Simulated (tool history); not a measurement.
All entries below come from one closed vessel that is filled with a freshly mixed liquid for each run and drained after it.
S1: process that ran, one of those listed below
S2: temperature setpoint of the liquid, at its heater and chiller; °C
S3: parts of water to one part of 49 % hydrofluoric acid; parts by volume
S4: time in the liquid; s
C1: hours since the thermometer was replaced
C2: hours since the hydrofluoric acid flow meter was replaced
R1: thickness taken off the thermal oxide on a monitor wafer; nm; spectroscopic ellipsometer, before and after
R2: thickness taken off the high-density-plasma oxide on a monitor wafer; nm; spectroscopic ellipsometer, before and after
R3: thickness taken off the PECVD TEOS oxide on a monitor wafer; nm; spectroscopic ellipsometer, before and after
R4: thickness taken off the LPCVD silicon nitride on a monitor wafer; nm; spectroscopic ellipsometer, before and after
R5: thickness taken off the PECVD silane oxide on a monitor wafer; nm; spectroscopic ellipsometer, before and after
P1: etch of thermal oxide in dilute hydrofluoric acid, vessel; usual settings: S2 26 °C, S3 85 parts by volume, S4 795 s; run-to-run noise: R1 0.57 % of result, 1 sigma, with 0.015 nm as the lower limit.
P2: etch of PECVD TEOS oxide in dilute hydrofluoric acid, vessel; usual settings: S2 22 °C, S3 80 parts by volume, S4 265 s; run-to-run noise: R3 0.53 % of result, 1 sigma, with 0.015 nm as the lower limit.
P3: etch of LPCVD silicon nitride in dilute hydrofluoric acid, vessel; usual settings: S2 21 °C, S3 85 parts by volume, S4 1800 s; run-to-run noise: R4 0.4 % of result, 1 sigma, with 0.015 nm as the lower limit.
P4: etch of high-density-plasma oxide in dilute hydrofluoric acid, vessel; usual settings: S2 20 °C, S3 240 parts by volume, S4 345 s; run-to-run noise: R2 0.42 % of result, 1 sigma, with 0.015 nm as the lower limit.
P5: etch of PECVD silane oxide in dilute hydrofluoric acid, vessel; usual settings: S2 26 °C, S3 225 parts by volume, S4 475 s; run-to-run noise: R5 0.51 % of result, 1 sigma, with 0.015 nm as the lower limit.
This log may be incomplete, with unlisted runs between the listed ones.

run,hour,S1,S2,S3,S4,C1,C2,R1,R2,R3,R4,R5
1,7.2,P1,26,85,795,785,624.4,49.387,,,,
2,12.1,P4,20,120,345,789.9,629.3,,20.302,,,
3,18.7,P2,29.5,80,265,796.5,635.9,,,61.051,,
4,25.9,P2,22,80,525,803.7,643.1,,,91.097,,
5,32.6,P1,22,85,795,810.4,649.8,42.124,,,,
6,38.3,P2,22,125,265,816.1,655.5,,,27.726,,
7,45.9,P4,17,240,345,823.7,663.1,,8.0577,,,
8,51.9,P3,21,130,1800,829.7,669.1,,,,4.982,
9,55.4,P5,26,225,475,833.2,672.6,,,,,39.178
10,60.2,P4,20,240,345,838,677.4,,8.975,,,
11,65.4,P1,26,85,1355,843.2,682.6,83.059,,,,
12,69.3,P5,26,225,915,847.1,686.5,,,,,75.351
13,76.5,P4,20,240,545,854.3,693.7,,14.232,,,
14,80.8,P1,26,85,795,858.6,698,48.787,,,,
15,84.1,P1,26,85,285,861.9,701.3,17.621,,,,
16,88.3,P3,21,85,1800,866.1,705.5,,,,7.6153,
17,92.4,P1,20.5,55,795,870.2,709.6,62.462,,,,
# hour 96.1: hydrofluoric acid flow meter replaced
18,96.9,P3,21,85,3310,874.7,0.9,,,,13.923,
19,101.9,P5,20,225,475,879.7,5.9,,,,,31.147
20,109.4,P1,33.5,85,795,887.2,13.4,64.974,,,,
21,116.6,P2,22,80,265,894.4,20.6,,,45.921,,
22,123.4,P5,26,225,475,901.2,27.4,,,,,39.15
23,127.2,P5,26,45,475,905,31.2,,,,,244.21
24,132.7,P1,26,150,795,910.5,36.7,25.374,,,,
25,140.1,P3,26,85,1800,917.9,44.1,,,,10.567,
26,147.2,P1,26,85,795,925,51.2,49.042,,,,
27,154,P4,20,240,345,931.8,58,,9.026,,,
28,160.8,P1,26,25,795,938.6,64.8,179.61,,,,
29,165.4,P1,26,85,795,943.2,69.4,48.948,,,,
30,171,P2,22,80,265,948.8,75,,,45.793,,
31,174.8,P1,26,85,795,952.6,78.8,48.909,,,,
32,182.4,P1,26,85,795,960.2,86.4,46.95,,,,
33,187.1,P1,26,85,795,964.9,91.1,45.618,,,,
34,193.6,P1,26,85,795,971.4,97.6,44.803,,,,
35,200.6,P1,26,85,795,978.4,104.6,45.099,,,,
36,206.8,P1,26,85,795,984.6,110.8,44.949,,,,
37,213.2,P1,26,85,795,991,117.2,45.163,,,,

The output of P1 has drifted from where it used to be. Each of the 2 causes below, taken at the size shown beside it, accounts for the log equally well:
A: liquid colder than its thermometer reads (K) = 2.14
B: hydrofluoric acid flow below the setpoint (%) = 7.32
Creep in the process output first set in at about hour 174.8.

Below are 4 check runs, each on a single wafer, with their results shown as question marks. Which of them would tell the listed causes apart, meaning the causes would give clearly different results under it?
check 1,219.6,P5,26,150,875,,,,,,,?
check 2,219.6,P4,17,240,345,,,,?,,,
check 3,219.6,P3,21,85,3195,,,,,,?,
check 4,219.6,P2,29,80,265,,,,,?,,

If the cause were each of the candidates in turn, the checks would give the following:
check,result,if A,if B
check 1,R5,108.5,107.52
check 2,R2,7.3724,7.3137
check 3,R4,11.62,12.492
check 4,R3,55.551,55.449
Distance between the nearest two causes, measured in the result of the check that separates them most: check 1 0.91 %; check 2 0.8 %; check 3 7.23 %; check 4 0.18 %
Check 3 is the one run that separates the causes; every other check would come out nearly the same whichever cause is at work.

Check 3 was carried out, with these results: R4 12.585 nm. Which of the listed causes is responsible?

The cause is B: hydrofluoric acid flow below the setpoint (%).

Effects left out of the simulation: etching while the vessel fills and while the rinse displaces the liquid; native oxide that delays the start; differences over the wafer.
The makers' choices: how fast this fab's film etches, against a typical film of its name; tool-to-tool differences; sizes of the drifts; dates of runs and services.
